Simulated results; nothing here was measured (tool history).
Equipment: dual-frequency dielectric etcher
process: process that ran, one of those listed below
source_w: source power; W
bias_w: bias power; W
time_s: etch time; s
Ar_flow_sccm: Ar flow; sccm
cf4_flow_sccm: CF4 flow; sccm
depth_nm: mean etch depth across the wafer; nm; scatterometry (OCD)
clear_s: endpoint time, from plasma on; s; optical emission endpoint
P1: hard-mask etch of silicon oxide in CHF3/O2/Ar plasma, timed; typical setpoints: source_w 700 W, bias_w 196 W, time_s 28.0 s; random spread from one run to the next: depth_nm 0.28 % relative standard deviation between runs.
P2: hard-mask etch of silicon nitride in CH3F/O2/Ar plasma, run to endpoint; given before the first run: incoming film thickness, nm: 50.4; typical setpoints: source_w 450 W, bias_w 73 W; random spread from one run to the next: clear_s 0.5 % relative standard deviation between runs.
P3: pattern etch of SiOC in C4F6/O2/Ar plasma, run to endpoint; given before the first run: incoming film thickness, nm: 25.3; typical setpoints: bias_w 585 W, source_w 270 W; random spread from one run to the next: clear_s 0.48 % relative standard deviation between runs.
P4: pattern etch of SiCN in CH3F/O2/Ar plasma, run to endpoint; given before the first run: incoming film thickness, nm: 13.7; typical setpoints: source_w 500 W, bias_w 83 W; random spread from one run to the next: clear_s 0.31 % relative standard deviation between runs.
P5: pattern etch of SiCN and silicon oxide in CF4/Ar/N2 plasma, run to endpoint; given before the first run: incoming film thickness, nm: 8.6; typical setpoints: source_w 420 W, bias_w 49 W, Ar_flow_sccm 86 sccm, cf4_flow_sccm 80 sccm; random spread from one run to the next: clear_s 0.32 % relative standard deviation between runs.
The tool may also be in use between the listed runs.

| run | day | process | source_w | bias_w | time_s | Ar_flow_sccm | cf4_flow_sccm | hours since the last wet clean | hours since the last source power generator calibration | hours since the last bias power generator calibration | depth_nm | clear_s |
|---|---|---|---|---|---|---|---|---|---|---|---|---|
| 1 | 0.258 | P1 | 700 | 196 | 28.0 |  |  | 431.0 | 3518.3 | 549.1 | 59.275 |  |
| 2 | 0.733 | P1 | 550 | 135 | 28.0 |  |  | 442.4 | 3529.7 | 560.5 | 47.623 |  |
| 3 | 1.017 | P5 | 260 | 49 |  | 86 | 80 | 449.2 | 3536.5 | 567.3 |  | 17.4090 |
| 4 | 1.333 | P1 | 700 | 196 | 20.5 |  |  | 456.8 | 3544.1 | 574.9 | 43.398 |  |
| 5 | 1.767 | P3 | 270 | 585 |  |  |  | 467.2 | 3554.5 | 585.3 |  | 9.4340 |
| 6 | 2.242 | P3 | 270 | 585 |  |  |  | 478.6 | 3565.9 | 596.7 |  | 9.3940 |
| 7 | 2.617 | P5 | 420 | 49 |  | 113 | 80 | 487.6 | 3574.9 | 605.7 |  | 11.8360 |
| 8 | 3.117 | P1 | 700 | 196 | 42.0 |  |  | 499.6 | 3586.9 | 617.7 | 89.074 |  |
| 9 | 3.646 | P3 | 190 | 585 |  |  |  | 512.3 | 3599.6 | 630.4 |  | 10.7230 |
| 10 | 3.883 | P5 | 420 | 67 |  | 86 | 80 | 518.0 | 3605.3 | 636.1 |  | 10.3670 |
| 11 | 4.233 | P5 | 420 | 49 |  | 86 | 80 | 526.4 | 3613.7 | 644.5 |  | 11.3020 |
| 12 | 4.596 | P4 | 590 | 83 |  |  |  | 535.1 | 3622.4 | 653.2 |  | 29.9480 |
| 13 | 5.129 | P1 | 700 | 152 | 28.0 |  |  | 547.9 | 3635.2 | 666.0 | 54.810 |  |
| 14 | 5.650 | P3 | 270 | 814 |  |  |  | 560.4 | 3647.7 | 678.5 |  | 8.2659 |
| 15 | 6.154 | P4 | 500 | 116 |  |  |  | 572.5 | 3659.8 | 690.6 |  | 28.0660 |
| 16 | 6.492 | P1 | 700 | 141 | 34.5 |  |  | 580.6 | 3667.9 | 698.7 | 65.178 |  |
| 17 | 6.900 | P5 | 420 | 49 |  | 86 | 97 | 590.4 | 3677.7 | 708.5 |  | 11.0540 |
| 18 | 7.204 | P1 | 890 | 268 | 28.0 |  |  | 597.7 | 3685.0 | 715.8 | 72.458 |  |
| 19 | 7.504 | P1 | 570 | 196 | 28.0 |  |  | 604.9 | 3692.2 | 723.0 | 54.664 |  |
| 20 | 7.917 | P4 | 500 | 83 |  |  |  | 614.8 | 3702.1 | 732.9 |  | 31.6640 |
| 21 | 8.338 | P1 | 700 | 244 | 28.0 |  |  | 624.9 | 3712.2 | 743.0 | 64.032 |  |
| 22 | 8.742 | P1 | 700 | 196 | 28.0 |  |  | 634.6 | 3721.9 | 752.7 | 59.370 |  |
| 23 | 8.979 | P1 | 700 | 196 | 28.0 |  |  | 640.3 | 3727.6 | 758.4 | 58.962 |  |
| 24 | 9.442 | P1 | 920 | 196 | 28.0 |  |  | 651.4 | 3738.7 | 769.5 | 66.262 |  |
| 25 | 9.912 | P2 | 450 | 73 |  |  |  | 662.7 | 3750.0 | 780.8 |  | 69.7720 |
| 26 | 10.179 | P1 | 700 | 196 | 28.0 |  |  | 669.1 | 3756.4 | 787.2 | 59.331 |  |
| 27 | 10.608 | P5 | 420 | 49 |  | 86 | 80 | 679.4 | 3766.7 | 797.5 |  | 11.3400 |
| 28 | 10.983 | P2 | 340 | 73 |  |  |  | 688.4 | 3775.7 | 806.5 |  | 77.3870 |
| 29 | 11.446 | P2 | 450 | 52 |  |  |  | 699.5 | 3786.8 | 817.6 |  | 78.5420 |
| 30 | 11.871 | P1 | 700 | 196 | 28.0 |  |  | 709.7 | 3797.0 | 827.8 | 59.536 |  |
| 31 | 12.304 | P1 | 700 | 196 | 28.0 |  |  | 720.1 | 3807.4 | 838.2 | 59.595 |  |
| 32 | 12.567 | P1 | 700 | 196 | 28.0 |  |  | 726.4 | 3813.7 | 844.5 | 59.893 |  |
| 33 | 13.067 | P1 | 700 | 196 | 28.0 |  |  | 738.4 | 3825.7 | 856.5 | 59.840 |  |
| 34 | 13.496 | P1 | 700 | 196 | 28.0 |  |  | 748.7 | 3836.0 | 866.8 | 59.933 |  |
|  | 13.821 | wet clean of the chamber |
| 35 | 13.938 | P1 | 700 | 196 | 28.0 |  |  | 2.8 | 3846.6 | 877.4 | 60.048 |  |
| 36 | 14.317 | P1 | 700 | 196 | 28.0 |  |  | 11.9 | 3855.7 | 886.5 | 60.147 |  |
| 37 | 14.842 | P1 | 700 | 196 | 28.0 |  |  | 24.5 | 3868.3 | 899.1 | 59.781 |  |
| 38 | 15.367 | P1 | 700 | 196 | 28.0 |  |  | 37.1 | 3880.9 | 911.7 | 60.270 |  |

Something has made what P1 gives creep away from where it was; the 2 causes below, each at its own stated size, fit the log equally well:
A: source power that arrives over what is set, % = 3.75
B: bias power that arrives over what is set, % = 4.23
At approximately day 11.871, the process output began to creep.
Every other cause this tool's parts could produce, and why it does not fit the log:
chamber walls in a state that raises the etch rate, %: was serviced at day 13.821, once the creep was under way, yet the earlier output never came back

You are offered 4 check runs, listed below with question marks in place of their results; each one averages 2 wafers. Which run separates the listed causes by giving clearly different results for each?
| check 1 | 15.892 | P2 | 450 | 73 |  |  |  |  |  |  |  | ? |
| check 2 | 15.892 | P4 | 500 | 83 |  |  |  |  |  |  |  | ? |
| check 3 | 15.892 | P3 | 270 | 585 |  |  |  |  |  |  |  | ? |
| check 4 | 15.892 | P5 | 420 | 49 |  | 86 | 80 |  |  |  |  | ? |

Check results expected under each cause:
| check | result | if A | if B |
|---|---|---|---|
| check 1 | clear_s | 68.7380 | 68.7250 |
| check 2 | clear_s | 31.2760 | 31.2410 |
| check 3 | clear_s | 9.3138 | 9.2886 |
| check 4 | clear_s | 11.0020 | 11.2320 |
Smallest distance between any two causes, each pair judged by its most separating result, in per cent: check 1 0.02 %; check 2 0.11 %; check 3 0.27 %; check 4 2.07 %
Only check 4 tells the causes apart: in the others they would give nearly the same result.

Check 4 has now been run. It gave: clear_s 11.2520 s. Which of the candidate causes is it?

Of the candidate causes, it is B: bias power that arrives over what is set, %.
